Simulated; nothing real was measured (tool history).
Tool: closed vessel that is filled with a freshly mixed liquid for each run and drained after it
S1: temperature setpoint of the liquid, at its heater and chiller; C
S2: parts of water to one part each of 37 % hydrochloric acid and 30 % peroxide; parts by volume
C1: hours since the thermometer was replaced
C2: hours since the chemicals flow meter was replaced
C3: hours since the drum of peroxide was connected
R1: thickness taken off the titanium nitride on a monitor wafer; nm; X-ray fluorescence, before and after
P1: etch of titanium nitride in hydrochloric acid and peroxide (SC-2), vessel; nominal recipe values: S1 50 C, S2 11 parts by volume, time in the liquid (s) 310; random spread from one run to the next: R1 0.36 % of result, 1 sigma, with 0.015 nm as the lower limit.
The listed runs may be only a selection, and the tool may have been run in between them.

Run 1, hour 17: S1 50 C, S2 11 parts by volume, time in the liquid (s) 310; C1 688.9; C2 1209.5; C3 176.6. Result: R1 8.1425 nm.
Run 2, hour 29.1: S1 50 C, S2 18 parts by volume, time in the liquid (s) 495; C1 701; C2 1221.6; C3 188.7. Result: R1 8.4607 nm.
Run 3, hour 45: S1 50 C, S2 11 parts by volume, time in the liquid (s) 310; C1 716.9; C2 1237.5; C3 204.6. Result: R1 8.1653 nm.
Run 4, hour 58.5: S1 58.5 C, S2 11 parts by volume, time in the liquid (s) 310; C1 730.4; C2 1251; C3 218.1. Result: R1 14 nm.
Run 5, hour 67.7: S1 57 C, S2 11 parts by volume, time in the liquid (s) 180; C1 739.6; C2 1260.2; C3 227.3. Result: R1 7.4405 nm.
Run 6, hour 82.7: S1 50 C, S2 11 parts by volume, time in the liquid (s) 310; C1 754.6; C2 1275.2; C3 242.3. Result: R1 8.1086 nm.
Run 7, hour 94.1: S1 50 C, S2 20 parts by volume, time in the liquid (s) 310; C1 766; C2 1286.6; C3 253.7. Result: R1 4.7947 nm.
Run 8, hour 102.8: S1 50 C, S2 11 parts by volume, time in the liquid (s) 310; C1 774.7; C2 1295.3; C3 262.4. Result: R1 8.14 nm.
Run 9, hour 113.3: S1 50 C, S2 11 parts by volume, time in the liquid (s) 610; C1 785.2; C2 1305.8; C3 272.9. Result: R1 16.031 nm.
Run 10, hour 128.1: S1 57.5 C, S2 11 parts by volume, time in the liquid (s) 595; C1 800; C2 1320.6; C3 287.7. Result: R1 25.27 nm.
Run 11, hour 136.9: S1 36 C, S2 11 parts by volume, time in the liquid (s) 310; C1 808.8; C2 1329.4; C3 296.5. Result: R1 3.0877 nm.
Run 12, hour 154.9: S1 50 C, S2 11 parts by volume, time in the liquid (s) 310; C1 826.8; C2 1347.4; C3 314.5. Result: R1 8.1011 nm.
Run 13, hour 170.6: S1 50 C, S2 11 parts by volume, time in the liquid (s) 310; C1 842.5; C2 1363.1; C3 330.2. Result: R1 8.0862 nm.
Run 14, hour 185.1: S1 50 C, S2 4 parts by volume, time in the liquid (s) 310; C1 857; C2 1377.6; C3 344.7. Result: R1 17.635 nm.
Run 15, hour 203: S1 50 C, S2 11 parts by volume, time in the liquid (s) 130; C1 874.9; C2 1395.5; C3 362.6. Result: R1 3.374 nm.
Run 16, hour 216.8: S1 50 C, S2 11 parts by volume, time in the liquid (s) 310; C1 888.7; C2 1409.3; C3 376.4. Result: R1 8.1411 nm.
Run 17, hour 226.2: S1 50 C, S2 11 parts by volume, time in the liquid (s) 310; C1 898.1; C2 1418.7; C3 385.8. Result: R1 8.3502 nm.
Run 18, hour 236.6: S1 50 C, S2 11 parts by volume, time in the liquid (s) 310; C1 908.5; C2 1429.1; C3 396.2. Result: R1 8.43 nm.
Run 19, hour 253.3: S1 50 C, S2 11 parts by volume, time in the liquid (s) 310; C1 925.2; C2 1445.8; C3 412.9. Result: R1 8.6245 nm.
Run 20, hour 269.1: S1 50 C, S2 11 parts by volume, time in the liquid (s) 310; C1 941; C2 1461.6; C3 428.7. Result: R1 8.7127 nm.
Run 21, hour 287.7: S1 50 C, S2 11 parts by volume, time in the liquid (s) 310; C1 959.6; C2 1480.2; C3 447.3. Result: R1 8.7055 nm.
Run 22, hour 300: S1 50 C, S2 11 parts by volume, time in the liquid (s) 310; C1 971.9; C2 1492.5; C3 459.6. Result: R1 8.754 nm.
Run 23, hour 318.9: S1 50 C, S2 11 parts by volume, time in the liquid (s) 310; C1 990.8; C2 1511.4; C3 478.5. Result: R1 8.7584 nm.

P1 has crept away from where it was. The log is fitted equally well by each of these 2 causes, at the sizes shown:
A: chemicals flow above the setpoint (%) = 9.52
B: liquid hotter than its thermometer reads (K) = 1.16
Creep in the process output first set in at about hour 216.8.
Each remaining cause and why it is not a fit:
peroxide weaker than its label (%): at its largest 8, which would move R1 by -7.4 %, too little to match the creep or of the wrong sign

4 check runs are offered, each on 2 wafers whose results are averaged, their results left as question marks. Which one tells the causes apart?
Run check 1, hour 337.8: S1 42.5 C, S2 4 parts by volume, time in the liquid (s) 310. Result: R1 ?.
Run check 2, hour 337.8: S1 50 C, S2 15.5 parts by volume, time in the liquid (s) 550. Result: R1 ?.
Run check 3, hour 337.8: S1 50 C, S2 16.5 parts by volume, time in the liquid (s) 565. Result: R1 ?.
Run check 4, hour 337.8: S1 38.5 C, S2 19 parts by volume, time in the liquid (s) 310. Result: R1 ?.

What every check run would give for each of its results, assuming each possible cause in turn:
  check  result    if A    if B
check 1      R1  11.193  11.431
check 2      R1  11.594  11.559
check 3      R1  11.273  11.232
check 4      R1  2.4635  2.4658
Separation of the two closest causes in each check, using whichever result separates them best: check 1 2.1 %; check 2 0.3 %; check 3 0.36 %; check 4 0.09 %
Only in check 1 would the causes give clearly different results; in the remaining checks their results would be nearly the same.

The results of check 1 are: R1 11.4 nm. Based on these, which of the listed causes is it?

The cause is B: liquid hotter than its thermometer reads (K).
